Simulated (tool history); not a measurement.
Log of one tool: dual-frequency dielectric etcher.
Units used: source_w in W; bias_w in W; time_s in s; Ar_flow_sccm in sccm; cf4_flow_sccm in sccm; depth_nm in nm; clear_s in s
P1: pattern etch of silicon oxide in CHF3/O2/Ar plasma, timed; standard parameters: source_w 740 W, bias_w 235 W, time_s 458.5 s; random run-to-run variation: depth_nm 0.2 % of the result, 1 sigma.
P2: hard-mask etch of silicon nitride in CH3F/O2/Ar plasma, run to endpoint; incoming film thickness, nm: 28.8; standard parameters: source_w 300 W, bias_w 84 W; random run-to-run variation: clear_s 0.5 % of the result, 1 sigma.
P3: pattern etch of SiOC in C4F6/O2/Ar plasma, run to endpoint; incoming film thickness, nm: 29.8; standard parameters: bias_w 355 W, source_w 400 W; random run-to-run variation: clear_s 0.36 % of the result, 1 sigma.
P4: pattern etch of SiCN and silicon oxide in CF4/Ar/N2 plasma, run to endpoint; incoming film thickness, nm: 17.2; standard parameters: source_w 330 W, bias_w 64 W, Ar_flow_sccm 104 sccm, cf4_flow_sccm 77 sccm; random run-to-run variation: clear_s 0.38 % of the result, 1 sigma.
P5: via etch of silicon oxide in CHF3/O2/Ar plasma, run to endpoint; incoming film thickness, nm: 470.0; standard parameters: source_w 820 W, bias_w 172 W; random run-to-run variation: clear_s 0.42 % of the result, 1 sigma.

run	day	process	source_w	bias_w	time_s	Ar_flow_sccm	cf4_flow_sccm	hours since the last wet clean	hours since the last source power generator calibration	hours since the last bias power generator calibration	depth_nm	clear_s
1	0.175	P1	740	235	458.5			222.1	368.1	1399.8	1077.8	
2	0.288	P4	330	64		144	77	224.8	370.8	1402.5		28.663
3	0.462	P1	740	235	458.5			229	375	1406.7	1076	
4	0.562	P4	330	64		104	45	231.4	377.4	1409.1		29.72
5	0.675	P5	820	172				234.1	380.1	1411.8		210.84
6	0.758	P1	900	235	458.5			236.1	382.1	1413.8	1162.2	
7	0.888	P5	820	124				239.2	385.2	1416.9		235.67
8	1.054	P3	280	355				243.2	389.2	1420.9		12.788
9	1.138	P1	740	235	252			245.2	391.2	1422.9	595	
10	1.275	P1	740	185	458.5			248.5	394.5	1426.2	996.03	
11	1.396	P1	500	235	458.5			251.4	397.4	1429.1	931.44	
12	1.542	P1	740	235	458.5			254.9	400.9	1432.6	1082.1	
13	1.675	P1	740	235	611.5			258.1	404.1	1435.8	1440.1	
14	1.775	P1	740	235	458.5			260.5	406.5	1438.2	1078.5	
15	1.933	P2	300	84				264.3	410.3	1442		43.982
16	2.1	P3	400	355				268.3	414.3	1446		11.222
17	2.221	P5	1110	172				271.2	417.2	1448.9		187.75
18	2.371	P4	330	82		104	77	274.8	420.8	1452.5		24.968
19	2.521	P4	330	64		104	77	278.4	424.4	1456.1		27.045
20	2.642	P4	430	64		104	77	281.3	427.3	1459		21.468
21	2.8	P1	980	235	252			285.1	431.1	1462.8	660.54	
22	2.967	P3	400	473				289.1	435.1	1466.8		10.21
23	3.125	P1	740	235	458.5			292.9	438.9	1470.6	1077.1	
24	3.3	P2	300	64				297.1	443.1	1474.8		48.181
25	3.433	P1	740	235	458.5			300.3	446.3	1478	1082.7	
26	3.538	P1	740	298	458.5			302.8	448.8	1480.5	1176	
# day 3.629: source power generator calibrated
27	3.646	P4	330	64		104	77	305.4	0.4	1483.1		27.08
28	3.825	P5	820	172				309.7	4.7	1487.4		210.97
29	3.933	P2	420	84				312.3	7.3	1490		38.654
30	4.033	P1	740	235	458.5			314.7	9.7	1492.4	1082.1	
31	4.121	P1	740	235	458.5			316.8	11.8	1494.5	1077.7	
32	4.296	P1	740	235	458.5			321	16	1498.7	1066.7	
33	4.404	P1	740	235	458.5			323.6	18.6	1501.3	1069	
34	4.567	P1	740	235	458.5			327.5	22.5	1505.2	1065.2	
35	4.692	P1	740	235	458.5			330.5	25.5	1508.2	1063.8	
36	4.796	P1	740	235	458.5			333	28	1510.7	1061	
37	4.896	P1	740	235	458.5			335.4	30.4	1513.1	1063.3	
# day 4.929: wet clean of the chamber
38	5.004	P1	740	235	458.5			1.8	33	1515.7	1064	
39	5.125	P1	740	235	458.5			4.7	35.9	1518.6	1060.3	
40	5.288	P1	740	235	458.5			8.6	39.8	1522.5	1057.9	

Something has made what P1 gives creep away from where it was; the 2 causes below, each at its own stated size, fit the log equally well:
A: source power that arrives under what is set, % = 4.18
B: bias power that arrives under what is set, % = 4.54
Creep in the process output first set in at about day 4.033.
Every other cause this tool's parts could produce, and why it does not fit the log:
chamber walls in a state that lowers the etch rate, %: maintenance at day 4.929, after the shift began, did not return the process to its former output

4 check runs are offered, each on 2 wafers whose results are averaged, their results left as question marks. Which one tells the causes apart?
check 1	5.45	P5	820	172								?
check 2	5.45	P4	330	64		104	77					?
check 3	5.45	P3	400	355								?
check 4	5.45	P2	300	84								?

What every check run would give for each of its results, assuming each possible cause in turn:
check	result	if A	if B
check 1	clear_s	215.78	215.47
check 2	clear_s	28.226	27.604
check 3	clear_s	11.449	11.453
check 4	clear_s	44.404	44.438
How far apart the two closest causes lie, in the result that separates them most: check 1 0.14 %; check 2 2.23 %; check 3 0.04 %; check 4 0.08 %
Check 2 tells the causes apart: in the others they would give nearly the same result.

Check 2 was carried out, with these results: clear_s 27.632 s. Which of the listed causes is responsible?

B is the cause: bias power that arrives under what is set, %.

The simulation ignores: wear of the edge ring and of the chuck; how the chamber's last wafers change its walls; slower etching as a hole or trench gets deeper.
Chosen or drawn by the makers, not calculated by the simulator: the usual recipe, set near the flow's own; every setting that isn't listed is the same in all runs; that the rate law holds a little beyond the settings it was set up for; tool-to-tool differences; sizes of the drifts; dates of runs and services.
